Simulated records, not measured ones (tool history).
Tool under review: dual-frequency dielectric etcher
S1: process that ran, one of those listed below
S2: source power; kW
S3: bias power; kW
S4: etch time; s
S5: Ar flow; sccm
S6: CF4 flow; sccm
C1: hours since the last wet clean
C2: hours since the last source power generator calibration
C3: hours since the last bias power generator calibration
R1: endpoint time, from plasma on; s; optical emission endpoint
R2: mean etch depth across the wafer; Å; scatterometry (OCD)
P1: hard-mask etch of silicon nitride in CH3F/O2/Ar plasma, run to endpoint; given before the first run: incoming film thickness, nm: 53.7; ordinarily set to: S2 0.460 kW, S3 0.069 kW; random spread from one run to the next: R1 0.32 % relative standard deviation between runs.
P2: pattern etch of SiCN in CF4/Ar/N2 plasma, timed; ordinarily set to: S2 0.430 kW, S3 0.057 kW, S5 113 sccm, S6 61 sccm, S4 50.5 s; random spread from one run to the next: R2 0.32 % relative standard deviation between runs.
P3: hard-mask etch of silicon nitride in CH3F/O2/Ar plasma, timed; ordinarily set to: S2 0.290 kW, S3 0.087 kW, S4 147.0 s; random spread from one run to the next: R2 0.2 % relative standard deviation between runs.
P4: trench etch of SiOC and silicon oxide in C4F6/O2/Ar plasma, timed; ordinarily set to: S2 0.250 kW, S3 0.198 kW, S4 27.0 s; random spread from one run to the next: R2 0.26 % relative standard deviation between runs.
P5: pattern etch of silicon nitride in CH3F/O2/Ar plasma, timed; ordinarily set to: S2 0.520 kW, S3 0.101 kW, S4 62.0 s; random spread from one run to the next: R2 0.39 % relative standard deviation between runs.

{"run": 1, "hour": 17.6, "S1": "P1", "S2": 0.46, "S3": 0.069, "C1": 83.5, "C2": 1279.3, "C3": 1361.7, "R1": 76.424}
{"run": 2, "hour": 30.6, "S1": "P5", "S2": 0.52, "S3": 0.101, "S4": 38.0, "C1": 96.5, "C2": 1292.3, "C3": 1374.7, "R2": 332.12}
{"run": 3, "hour": 38.8, "S1": "P1", "S2": 0.58, "S3": 0.069, "C1": 104.7, "C2": 1300.5, "C3": 1382.9, "R1": 69.563}
{"run": 4, "hour": 53.4, "S1": "P3", "S2": 0.23, "S3": 0.087, "S4": 147.0, "C1": 119.3, "C2": 1315.1, "C3": 1397.5, "R2": 900.43}
{"run": 5, "hour": 71.1, "S1": "P3", "S2": 0.29, "S3": 0.087, "S4": 109.5, "C1": 137.0, "C2": 1332.8, "C3": 1415.2, "R2": 735.85}
{"run": 6, "hour": 79.8, "S1": "P4", "S2": 0.19, "S3": 0.198, "S4": 27.0, "C1": 145.7, "C2": 1341.5, "C3": 1423.9, "R2": 416.02}
{"run": 7, "hour": 92.1, "S1": "P3", "S2": 0.29, "S3": 0.105, "S4": 147.0, "C1": 158.0, "C2": 1353.8, "C3": 1436.2, "R2": 1056.2}
{"run": 8, "hour": 101.7, "S1": "P4", "S2": 0.25, "S3": 0.198, "S4": 27.0, "C1": 167.6, "C2": 1363.4, "C3": 1445.8, "R2": 463.46}
{"run": 9, "hour": 113.0, "S1": "P1", "S2": 0.29, "S3": 0.069, "C1": 178.9, "C2": 1374.7, "C3": 1457.1, "R1": 90.875}
{"run": 10, "hour": 129.0, "S1": "P1", "S2": 0.46, "S3": 0.043, "C1": 194.9, "C2": 1390.7, "C3": 1473.1, "R1": 88.571}
{"run": 11, "hour": 144.8, "S1": "P4", "S2": 0.25, "S3": 0.198, "S4": 27.0, "C1": 210.7, "C2": 1406.5, "C3": 1488.9, "R2": 460.94}
{"run": 12, "hour": 160.6, "S1": "P1", "S2": 0.46, "S3": 0.089, "C1": 226.5, "C2": 1422.3, "C3": 1504.7, "R1": 70.144}
{"run": 13, "hour": 174.4, "S1": "P2", "S2": 0.43, "S3": 0.057, "S4": 50.5, "S5": 113, "S6": 61, "C1": 240.3, "C2": 1436.1, "C3": 1518.5, "R2": 370.32}
{"run": 14, "hour": 189.3, "S1": "P1", "S2": 0.46, "S3": 0.069, "C1": 255.2, "C2": 1451.0, "C3": 1533.4, "R1": 76.311}
{"run": 15, "hour": 205.4, "S1": "P4", "S2": 0.25, "S3": 0.245, "S4": 27.0, "C1": 271.3, "C2": 1467.1, "C3": 1549.5, "R2": 495.52}
{"run": 16, "hour": 222.2, "S1": "P2", "S2": 0.43, "S3": 0.057, "S4": 50.5, "S5": 67, "S6": 61, "C1": 288.1, "C2": 1483.9, "C3": 1566.3, "R2": 402.47}
{"run": 17, "hour": 231.7, "S1": "P3", "S2": 0.29, "S3": 0.087, "S4": 147.0, "C1": 297.6, "C2": 1493.4, "C3": 1575.8, "R2": 984.51}
{"run": 18, "hour": 244.1, "S1": "P1", "S2": 0.46, "S3": 0.069, "C1": 310.0, "C2": 1505.8, "C3": 1588.2, "R1": 76.226}
{"run": 19, "hour": 259.9, "S1": "P1", "S2": 0.63, "S3": 0.05, "C1": 325.8, "C2": 1521.6, "C3": 1604.0, "R1": 75.135}
{"run": 20, "hour": 270.4, "S1": "P1", "S2": 0.46, "S3": 0.069, "C1": 336.3, "C2": 1532.1, "C3": 1614.5, "R1": 76.564}
{"run": 21, "hour": 283.2, "S1": "P2", "S2": 0.43, "S3": 0.057, "S4": 50.5, "S5": 113, "S6": 37, "C1": 349.1, "C2": 1544.9, "C3": 1627.3, "R2": 339.39}
{"run": 22, "hour": 291.7, "S1": "P5", "S2": 0.52, "S3": 0.101, "S4": 62.0, "C1": 357.6, "C2": 1553.4, "C3": 1635.8, "R2": 546.79}
{"run": 23, "hour": 300.5, "S1": "P1", "S2": 0.37, "S3": 0.087, "C1": 366.4, "C2": 1562.2, "C3": 1644.6, "R1": 76.328}
{"run": 24, "hour": 313.5, "S1": "P5", "S2": 0.52, "S3": 0.129, "S4": 62.0, "C1": 379.4, "C2": 1575.2, "C3": 1657.6, "R2": 595.43}
{"run": 25, "hour": 323.9, "S1": "P2", "S2": 0.43, "S3": 0.057, "S4": 32.5, "S5": 113, "S6": 61, "C1": 389.8, "C2": 1585.6, "C3": 1668.0, "R2": 240.16}
{"run": 26, "hour": 336.3, "S1": "P2", "S2": 0.33, "S3": 0.057, "S4": 50.5, "S5": 113, "S6": 61, "C1": 402.2, "C2": 1598.0, "C3": 1680.4, "R2": 294.71}
{"run": 27, "hour": 352.3, "S1": "P1", "S2": 0.46, "S3": 0.069, "C1": 418.2, "C2": 1614.0, "C3": 1696.4, "R1": 76.633}
{"run": 28, "hour": 369.9, "S1": "P1", "S2": 0.38, "S3": 0.043, "C1": 435.8, "C2": 1631.6, "C3": 1714.0, "R1": 96.01}
{"run": 29, "hour": 386.1, "S1": "P4", "S2": 0.25, "S3": 0.198, "S4": 16.0, "C1": 452.0, "C2": 1647.8, "C3": 1730.2, "R2": 273.76}
{"run": 30, "hour": 397.9, "S1": "P2", "S2": 0.43, "S3": 0.079, "S4": 50.5, "S5": 113, "S6": 61, "C1": 463.8, "C2": 1659.6, "C3": 1742.0, "R2": 420.41}
{"run": 31, "hour": 409.1, "S1": "P5", "S2": 0.42, "S3": 0.101, "S4": 62.0, "C1": 475.0, "C2": 1670.8, "C3": 1753.2, "R2": 502.02}
{"run": 32, "hour": 417.4, "S1": "P1", "S2": 0.46, "S3": 0.069, "C1": 483.3, "C2": 1679.1, "C3": 1761.5, "R1": 76.814}
{"run": 33, "hour": 434.6, "S1": "P1", "S2": 0.46, "S3": 0.069, "C1": 500.5, "C2": 1696.3, "C3": 1778.7, "R1": 75.998}
{"run": 34, "hour": 444.6, "S1": "P1", "S2": 0.46, "S3": 0.069, "C1": 510.5, "C2": 1706.3, "C3": 1788.7, "R1": 76.098}
{"run": 35, "hour": 455.8, "S1": "P1", "S2": 0.46, "S3": 0.069, "C1": 521.7, "C2": 1717.5, "C3": 1799.9, "R1": 75.981}
{"run": 36, "hour": 469.2, "S1": "P1", "S2": 0.46, "S3": 0.069, "C1": 535.1, "C2": 1730.9, "C3": 1813.3, "R1": 75.831}
{"run": 37, "hour": 481.3, "S1": "P1", "S2": 0.46, "S3": 0.069, "C1": 547.2, "C2": 1743.0, "C3": 1825.4, "R1": 75.393}
{"run": 38, "hour": 497.0, "S1": "P1", "S2": 0.46, "S3": 0.069, "C1": 562.9, "C2": 1758.7, "C3": 1841.1, "R1": 75.415}
{"run": 39, "hour": 507.1, "S1": "P1", "S2": 0.46, "S3": 0.069, "C1": 573.0, "C2": 1768.8, "C3": 1851.2, "R1": 75.848}
{"run": 40, "hour": 516.8, "S1": "P1", "S2": 0.46, "S3": 0.069, "C1": 582.7, "C2": 1778.5, "C3": 1860.9, "R1": 74.657}
{"hour": 521.0, "done": "wet clean of the chamber"}
{"run": 41, "hour": 530.8, "S1": "P1", "S2": 0.46, "S3": 0.069, "C1": 9.8, "C2": 1792.5, "C3": 1874.9, "R1": 75.484}
{"run": 42, "hour": 547.6, "S1": "P1", "S2": 0.46, "S3": 0.069, "C1": 26.6, "C2": 1809.3, "C3": 1891.7, "R1": 76.022}
{"run": 43, "hour": 560.8, "S1": "P1", "S2": 0.46, "S3": 0.069, "C1": 39.8, "C2": 1822.5, "C3": 1904.9, "R1": 75.256}

The output of P1 has drifted from where it used to be. Each of the 2 causes below, taken at the size shown beside it, accounts for the log equally well:
A: source power that arrives over what is set, % = 4.32
B: bias power that arrives over what is set, % = 4.9
The creep began at about hour 417.4.
What rules out each remaining cause:
chamber walls in a state that raises the etch rate, %: maintenance at hour 521.0, after the shift began, did not return the process to its former output

Below are 4 check runs, each averaged over 2 wafers, with their results shown as question marks. Which of them would give clearly different results depending on which cause is behind the drift?
{"run": "check 1", "hour": 574.0, "S1": "P4", "S2": 0.25, "S3": 0.198, "S4": 27.0, "R2": "?"}
{"run": "check 2", "hour": 574.0, "S1": "P2", "S2": 0.43, "S3": 0.057, "S4": 50.5, "S5": 113, "S6": 61, "R2": "?"}
{"run": "check 3", "hour": 574.0, "S1": "P3", "S2": 0.29, "S3": 0.087, "S4": 147.0, "R2": "?"}
{"run": "check 4", "hour": 574.0, "S1": "P5", "S2": 0.52, "S3": 0.101, "S4": 62.0, "R2": "?"}

Check results expected under each cause:
check=check_1 result=R2 if_A=470.36 if_B=470.28
check=check_2 result=R2 if_A=385.76 if_B=377.91
check=check_3 result=R2 if_A=999.40 if_B=1001.20
check=check_4 result=R2 if_A=550.68 if_B=551.52
Separation of the two closest causes in each check, using whichever result separates them best: check 1 0.02 %; check 2 2.06 %; check 3 0.18 %; check 4 0.15 %
Check 2 distinguishes between the causes, while the remaining checks would return nearly the same result for all of them.

Here is what check 2 returned: R2 376.22 Å. Which cause is it?

B is the cause: bias power that arrives over what is set, %.
